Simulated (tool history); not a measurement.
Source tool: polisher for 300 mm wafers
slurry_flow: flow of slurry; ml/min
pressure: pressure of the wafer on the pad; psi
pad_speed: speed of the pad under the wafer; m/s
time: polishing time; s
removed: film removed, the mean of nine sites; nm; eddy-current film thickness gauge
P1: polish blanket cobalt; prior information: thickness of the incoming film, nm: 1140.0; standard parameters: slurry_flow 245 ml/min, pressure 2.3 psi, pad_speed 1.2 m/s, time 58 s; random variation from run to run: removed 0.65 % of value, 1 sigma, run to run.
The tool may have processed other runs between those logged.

run,day,slurry_flow,pressure,pad_speed,time,wafers polished on this pad,hours since the slurry nozzle was cleaned,hours since the head pressure was calibrated,removed
1,0.446,245,2.3,1.2,58,749,277.1,409.4,479.8
2,0.829,375,2.3,1.2,58,868,286.3,418.6,498.87
3,1.317,245,3.5,1.2,58,1019,298,430.3,731.17
4,1.783,245,2.3,1.2,58,1164,309.2,441.5,482.99
5,2.271,245,2.3,1.72,58,1315,320.9,453.2,694.57
6,2.667,245,2.3,1.2,58,1437,330.4,462.7,476.49
7,2.933,155,1.2,1.2,58,1520,336.8,469.1,235.64
8,3.233,245,2.3,1.2,79,1613,344,476.3,657.71
9,3.554,245,2.3,1.2,58,1712,351.7,484,484.43
10,3.871,245,2.3,1.2,58,1811,359.3,491.6,483.3
11,4.3,245,2.3,0.54,58,1944,369.6,501.9,215.74
12,4.662,245,2.3,1.2,58,2056,378.3,510.6,487.29
13,5.121,245,1.3,1.2,58,2198,389.3,521.6,271.42
# day 5.192: head pressure recalibrated
14,5.525,245,2.3,1.2,27,2323,399,8,225.61
15,6.021,145,2.3,1.2,58,2477,410.9,19.9,440.65
16,6.383,245,2.3,1.2,58,2589,419.6,28.6,483.67
17,6.862,245,2.3,1.2,58,2738,431.1,40.1,483.79
18,7.171,245,2.3,1.2,58,2833,438.5,47.5,477.37
19,7.588,245,2.3,1.2,58,2963,448.5,57.5,474.24
# day 7.933: worn pad replaced by a new one
20,8.038,245,2.3,1.2,58,32,459.3,68.3,469.03
21,8.304,245,2.3,1.2,58,115,465.7,74.7,466.79
22,8.696,245,2.3,1.2,58,236,475.1,84.1,462.88
23,9.175,245,2.3,1.2,58,385,486.6,95.6,464.21

The log shows P1 creeping away from where it was. Any of the 2 causes listed here, at the size stated for it, fits the log just as well as the others:
A: head's pressure below its setpoint, % = 3.95
B: slurry flow missing at the pad, % = 27.3
At approximately day 6.862, the process output began to creep.
Each remaining cause and why it is not a fit:
removal rate lost through wear of the pad, %: maintenance at day 7.933, after the shift began, did not return the process to its former output

The 4 check runs listed below each average the results of 5 wafers, and their outcomes are marked with question marks. Under which run would the listed causes produce clearly different results?
check 1,9.654,245,3.5,1.2,44,,,,?
check 2,9.654,245,2.3,0.6,58,,,,?
check 3,9.654,245,2.3,0.74,58,,,,?
check 4,9.654,150,2.3,1.2,58,,,,?

Predicted outcomes, by check and by cause:
check,result,if A,if B
check 1,removed,532.98,533.02
check 2,removed,230.84,230.86
check 3,removed,284.71,284.73
check 4,removed,431.57,421.72
Minimum pairwise separation of causes per check, each pair taken at its best-separating result: check 1 0.01 %; check 2 0.01 %; check 3 0.01 %; check 4 2.31 %
Check 4 is the one run that separates the causes; every other check would come out nearly the same whichever cause is at work.

Check 4 has now been run. It gave: removed 423.37 nm. Which of the candidate causes is it?

It was cause B: slurry flow missing at the pad, %.

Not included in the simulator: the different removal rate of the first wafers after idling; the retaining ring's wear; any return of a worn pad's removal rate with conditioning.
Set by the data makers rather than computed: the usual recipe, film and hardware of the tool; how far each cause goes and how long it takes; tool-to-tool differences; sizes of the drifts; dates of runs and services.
